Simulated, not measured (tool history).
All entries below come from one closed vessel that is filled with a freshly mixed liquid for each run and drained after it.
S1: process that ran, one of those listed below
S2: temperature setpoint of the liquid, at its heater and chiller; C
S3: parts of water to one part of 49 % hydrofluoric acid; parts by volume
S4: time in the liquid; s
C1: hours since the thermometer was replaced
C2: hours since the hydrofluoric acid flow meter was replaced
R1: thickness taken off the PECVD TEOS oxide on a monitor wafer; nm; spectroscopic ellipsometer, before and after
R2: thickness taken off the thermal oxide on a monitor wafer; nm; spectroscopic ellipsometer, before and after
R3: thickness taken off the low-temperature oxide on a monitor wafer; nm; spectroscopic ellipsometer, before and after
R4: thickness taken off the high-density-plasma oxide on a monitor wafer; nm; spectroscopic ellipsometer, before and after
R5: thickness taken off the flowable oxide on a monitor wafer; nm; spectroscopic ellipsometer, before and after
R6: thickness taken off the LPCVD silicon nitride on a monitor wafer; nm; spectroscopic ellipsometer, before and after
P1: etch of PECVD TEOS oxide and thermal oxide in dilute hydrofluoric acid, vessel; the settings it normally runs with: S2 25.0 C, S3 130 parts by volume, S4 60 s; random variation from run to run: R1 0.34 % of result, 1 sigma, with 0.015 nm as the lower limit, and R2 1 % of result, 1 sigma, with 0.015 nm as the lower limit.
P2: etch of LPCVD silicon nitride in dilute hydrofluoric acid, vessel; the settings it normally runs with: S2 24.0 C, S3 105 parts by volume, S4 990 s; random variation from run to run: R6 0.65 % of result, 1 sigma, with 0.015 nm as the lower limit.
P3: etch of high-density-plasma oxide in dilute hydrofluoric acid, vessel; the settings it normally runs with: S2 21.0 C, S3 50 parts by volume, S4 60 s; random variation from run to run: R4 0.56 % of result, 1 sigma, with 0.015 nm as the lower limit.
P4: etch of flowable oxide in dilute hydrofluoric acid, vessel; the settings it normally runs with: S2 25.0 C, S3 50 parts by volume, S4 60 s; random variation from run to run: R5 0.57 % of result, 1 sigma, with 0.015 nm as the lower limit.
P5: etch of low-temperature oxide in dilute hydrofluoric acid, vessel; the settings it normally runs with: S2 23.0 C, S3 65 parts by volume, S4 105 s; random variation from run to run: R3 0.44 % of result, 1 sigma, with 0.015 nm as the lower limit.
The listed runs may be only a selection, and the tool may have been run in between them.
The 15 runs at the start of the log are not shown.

run 16 hour=214.4 | S1=P2 S2=17.0 S3=105 S4=990 | C1=1841.6 C2=511.2 | R6=2.7954
run 17 hour=226.0 | S1=P1 S2=25.0 S3=130 S4=60 | C1=1853.2 C2=522.8 | R1=7.6725 R2=2.2839
run 18 hour=236.6 | S1=P3 S2=21.0 S3=50 S4=105 | C1=1863.8 C2=533.4 | R4=9.9127
run 19 hour=248.7 | S1=P5 S2=29.0 S3=65 S4=105 | C1=1875.9 C2=545.5 | R3=23.8460
run 20 hour=265.5 | S1=P3 S2=17.0 S3=50 S4=60 | C1=1892.7 C2=562.3 | R4=4.7608
run 21 hour=280.2 | S1=P4 S2=25.0 S3=50 S4=60 | C1=1907.4 C2=577.0 | R5=72.440
run 22 hour=293.6 | S1=P3 S2=21.0 S3=80 S4=60 | C1=1920.8 C2=590.4 | R4=3.4165
run 23 hour=310.1 | S1=P2 S2=24.0 S3=105 S4=990 | C1=1937.3 C2=606.9 | R6=4.4137
run 24 hour=327.4 | S1=P2 S2=24.0 S3=170 S4=990 | C1=1954.6 C2=624.2 | R6=2.8611
run 25 hour=337.9 | S1=P5 S2=23.0 S3=65 S4=30 | C1=1965.1 C2=634.7 | R3=5.4159
run 26 hour=353.0 | S1=P4 S2=31.5 S3=50 S4=60 | C1=1980.2 C2=649.8 | R5=93.323
run 27 hour=368.1 | S1=P1 S2=25.0 S3=130 S4=30 | C1=1995.3 C2=664.9 | R1=3.8498 R2=1.1584
run 28 hour=378.4 | S1=P5 S2=23.0 S3=65 S4=105 | C1=2005.6 C2=675.2 | R3=18.6690
run 29 hour=387.6 | S1=P1 S2=25.0 S3=130 S4=60 | C1=2014.8 C2=684.4 | R1=7.8083 R2=2.3121
run 30 hour=403.8 | S1=P1 S2=25.0 S3=215 S4=60 | C1=2031.0 C2=700.6 | R1=4.2737 R2=1.2150
run 31 hour=415.6 | S1=P2 S2=24.0 S3=105 S4=990 | C1=2042.8 C2=712.4 | R6=4.5248
run 32 hour=426.8 | S1=P5 S2=23.0 S3=65 S4=105 | C1=2054.0 C2=723.6 | R3=18.7010
run 33 hour=440.2 | S1=P1 S2=25.0 S3=130 S4=60 | C1=2067.4 C2=737.0 | R1=7.6820 R2=2.2101
run 34 hour=450.0 | S1=P1 S2=25.0 S3=130 S4=60 | C1=2077.2 C2=746.8 | R1=7.5097 R2=2.2002
run 35 hour=465.7 | S1=P1 S2=25.0 S3=130 S4=60 | C1=2092.9 C2=762.5 | R1=7.2880 R2=2.0794
run 36 hour=474.1 | S1=P1 S2=25.0 S3=130 S4=60 | C1=2101.3 C2=770.9 | R1=7.2560 R2=2.1316

For run 37, what comes out?
run 37 hour=487.4 | S1=P1 S2=25.0 S3=130 S4=60 | C1=2114.6 C2=784.2 | R1=? R2=?

{"run 37": {"R1": 7.2215, "R2": 2.1289}}
